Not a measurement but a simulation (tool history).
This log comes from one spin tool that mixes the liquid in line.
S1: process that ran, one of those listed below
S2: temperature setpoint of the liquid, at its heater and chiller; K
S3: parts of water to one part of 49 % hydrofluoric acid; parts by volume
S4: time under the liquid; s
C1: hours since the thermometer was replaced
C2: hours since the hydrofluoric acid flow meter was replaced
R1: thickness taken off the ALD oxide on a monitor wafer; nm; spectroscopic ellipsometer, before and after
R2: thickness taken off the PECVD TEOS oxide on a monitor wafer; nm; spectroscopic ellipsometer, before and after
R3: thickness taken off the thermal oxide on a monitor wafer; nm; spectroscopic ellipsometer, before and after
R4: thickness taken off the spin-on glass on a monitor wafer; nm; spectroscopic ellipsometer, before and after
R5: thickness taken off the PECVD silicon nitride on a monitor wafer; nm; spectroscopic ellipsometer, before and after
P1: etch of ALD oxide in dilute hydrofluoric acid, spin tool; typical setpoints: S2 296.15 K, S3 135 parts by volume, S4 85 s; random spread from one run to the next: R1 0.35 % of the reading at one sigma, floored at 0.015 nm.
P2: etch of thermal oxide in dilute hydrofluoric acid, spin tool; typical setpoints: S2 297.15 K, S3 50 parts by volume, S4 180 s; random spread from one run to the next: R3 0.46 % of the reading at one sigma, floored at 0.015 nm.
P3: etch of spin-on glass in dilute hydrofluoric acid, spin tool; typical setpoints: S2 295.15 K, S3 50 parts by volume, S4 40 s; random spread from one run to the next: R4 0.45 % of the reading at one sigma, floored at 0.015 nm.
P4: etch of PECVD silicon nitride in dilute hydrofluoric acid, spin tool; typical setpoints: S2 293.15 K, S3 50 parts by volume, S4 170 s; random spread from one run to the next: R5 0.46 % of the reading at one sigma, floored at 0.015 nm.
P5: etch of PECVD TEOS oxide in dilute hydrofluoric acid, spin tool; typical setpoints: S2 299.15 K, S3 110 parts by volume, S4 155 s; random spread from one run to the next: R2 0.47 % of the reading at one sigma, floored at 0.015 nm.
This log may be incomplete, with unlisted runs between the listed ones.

Run 1, day 0.171: S1 P1, S2 296.15 K, S3 135 parts by volume, S4 85 s; C1 598.7; C2 1298.5. Result: R1 7.4088 nm.
Run 2, day 0.321: S1 P1, S2 303.65 K, S3 135 parts by volume, S4 85 s; C1 602.3; C2 1302.1. Result: R1 9.7503 nm.
Run 3, day 0.508: S1 P1, S2 290.15 K, S3 135 parts by volume, S4 85 s; C1 606.8; C2 1306.6. Result: R1 5.7926 nm.
Run 4, day 0.642: S1 P5, S2 299.15 K, S3 20 parts by volume, S4 155 s; C1 610.0; C2 1309.8. Result: R2 85.613 nm.
Run 5, day 0.858: S1 P2, S2 293.15 K, S3 50 parts by volume, S4 180 s; C1 615.2; C2 1315.0. Result: R3 14.833 nm.
Run 6, day 0.967: S1 P2, S2 297.15 K, S3 50 parts by volume, S4 180 s; C1 617.8; C2 1317.6. Result: R3 17.505 nm.
Run 7, day 1.075: S1 P2, S2 297.15 K, S3 50 parts by volume, S4 350 s; C1 620.4; C2 1320.2. Result: R3 34.375 nm.
Run 8, day 1.254: S1 P1, S2 296.15 K, S3 225 parts by volume, S4 85 s; C1 624.7; C2 1324.5. Result: R1 4.0318 nm.
Run 9, day 1.358: S1 P3, S2 295.15 K, S3 50 parts by volume, S4 15 s; C1 627.2; C2 1327.0. Result: R4 10.236 nm.
Run 10, day 1.508: S1 P4, S2 290.15 K, S3 50 parts by volume, S4 170 s; C1 630.8; C2 1330.6. Result: R5 9.2175 nm.
Run 11, day 1.683: S1 P1, S2 300.65 K, S3 220 parts by volume, S4 85 s; C1 635.0; C2 1334.8. Result: R1 4.8529 nm.
Run 12, day 1.833: S1 P3, S2 295.15 K, S3 50 parts by volume, S4 40 s; C1 638.6; C2 1338.4. Result: R4 27.158 nm.
Run 13, day 1.971: S1 P4, S2 293.15 K, S3 50 parts by volume, S4 170 s; C1 641.9; C2 1341.7. Result: R5 11.3660 nm.
Run 14, day 2.100: S1 P5, S2 299.15 K, S3 110 parts by volume, S4 155 s; C1 645.0; C2 1344.8. Result: R2 13.689 nm.
Run 15, day 2.283: S1 P1, S2 296.15 K, S3 135 parts by volume, S4 135 s; C1 649.4; C2 1349.2. Result: R1 11.7360 nm.
Run 16, day 2.408: S1 P1, S2 296.15 K, S3 135 parts by volume, S4 85 s; C1 652.4; C2 1352.2. Result: R1 7.3374 nm.
Run 17, day 2.571: S1 P1, S2 296.15 K, S3 135 parts by volume, S4 85 s; C1 656.3; C2 1356.1. Result: R1 7.3527 nm.
Run 18, day 2.675: S1 P3, S2 295.15 K, S3 20 parts by volume, S4 40 s; C1 658.8; C2 1358.6. Result: R4 70.885 nm.
Run 19, day 2.808: S1 P3, S2 302.15 K, S3 50 parts by volume, S4 40 s; C1 662.0; C2 1361.8. Result: R4 36.320 nm.
Run 20, day 2.942: S1 P4, S2 293.15 K, S3 30 parts by volume, S4 170 s; C1 665.2; C2 1365.0. Result: R5 18.6770 nm.
Run 21, day 3.142: S1 P5, S2 303.65 K, S3 110 parts by volume, S4 155 s; C1 670.0; C2 1369.8. Result: R2 16.263 nm.
Run 22, day 3.333: S1 P4, S2 293.15 K, S3 50 parts by volume, S4 20 s; C1 674.6; C2 1374.4. Result: R5 1.3099 nm.
Run 23, day 3.488: S1 P5, S2 299.15 K, S3 110 parts by volume, S4 270 s; C1 678.3; C2 1378.1. Result: R2 23.830 nm.
Run 24, day 3.683: S1 P1, S2 299.65 K, S3 80 parts by volume, S4 85 s; C1 683.0; C2 1382.8. Result: R1 15.2630 nm.
Run 25, day 3.888: S1 P1, S2 296.15 K, S3 135 parts by volume, S4 85 s; C1 687.9; C2 1387.7. Result: R1 7.3978 nm.
Run 26, day 4.021: S1 P1, S2 296.15 K, S3 20 parts by volume, S4 85 s; C1 691.1; C2 1390.9. Result: R1 57.3520 nm.
Run 27, day 4.175: S1 P1, S2 296.15 K, S3 135 parts by volume, S4 35 s; C1 694.8; C2 1394.6. Result: R1 3.0264 nm.
Run 28, day 4.346: S1 P5, S2 299.15 K, S3 110 parts by volume, S4 155 s; C1 698.9; C2 1398.7. Result: R2 13.854 nm.
Run 29, day 4.529: S1 P2, S2 297.15 K, S3 80 parts by volume, S4 180 s; C1 703.3; C2 1403.1. Result: R3 10.593 nm.
Run 30, day 4.629: S1 P1, S2 296.15 K, S3 135 parts by volume, S4 85 s; C1 705.7; C2 1405.5. Result: R1 7.4096 nm.
Run 31, day 4.754: S1 P1, S2 296.15 K, S3 135 parts by volume, S4 85 s; C1 708.7; C2 1408.5. Result: R1 7.6298 nm.
Run 32, day 4.946: S1 P1, S2 296.15 K, S3 135 parts by volume, S4 85 s; C1 713.3; C2 1413.1. Result: R1 7.8158 nm.
Run 33, day 5.171: S1 P1, S2 296.15 K, S3 135 parts by volume, S4 85 s; C1 718.7; C2 1418.5. Result: R1 7.9551 nm.
Run 34, day 5.275: S1 P1, S2 296.15 K, S3 135 parts by volume, S4 85 s; C1 721.2; C2 1421.0. Result: R1 7.9515 nm.
Run 35, day 5.454: S1 P1, S2 296.15 K, S3 135 parts by volume, S4 85 s; C1 725.5; C2 1425.3. Result: R1 8.0211 nm.
Run 36, day 5.658: S1 P1, S2 296.15 K, S3 135 parts by volume, S4 85 s; C1 730.4; C2 1430.2. Result: R1 8.0260 nm.

P1 has crept away from where it was. The log is fitted equally well by each of these 2 causes, at the sizes shown:
A: liquid hotter than its thermometer reads (K) = 2.09
B: hydrofluoric acid flow above the setpoint (%) = 7.27
The process output started creeping at around day 4.629.

Consider the 4 single-wafer check runs listed below, results given as question marks: which one distinguishes between the causes by giving clearly different results for each?
Run check 1, day 5.862: S1 P2, S2 297.15 K, S3 65 parts by volume, S4 305 s. Result: R3 ?.
Run check 2, day 5.862: S1 P3, S2 302.15 K, S3 50 parts by volume, S4 40 s. Result: R4 ?.
Run check 3, day 5.862: S1 P4, S2 290.15 K, S3 50 parts by volume, S4 50 s. Result: R5 ?.
Run check 4, day 5.862: S1 P5, S2 303.15 K, S3 110 parts by volume, S4 155 s. Result: R2 ?.

Predicted outcomes, by check and by cause:
  check  result    if A    if B
check 1      R3  24.378  24.177
check 2      R4  39.276  39.015
check 3      R5  3.1383  2.8988
check 4      R2  17.285  17.350
Gap, in per cent, between the two causes that each check separates least, read from the result that separates them most: check 1 0.83 %; check 2 0.67 %; check 3 7.94 %; check 4 0.38 %
The other checks would show nearly matching results whichever cause is true, so check 3 is the only one that separates the causes.

With check 3 done, the readings were: R5 2.8697 nm. Identify which of the listed causes applies.

It is B: hydrofluoric acid flow above the setpoint (%).

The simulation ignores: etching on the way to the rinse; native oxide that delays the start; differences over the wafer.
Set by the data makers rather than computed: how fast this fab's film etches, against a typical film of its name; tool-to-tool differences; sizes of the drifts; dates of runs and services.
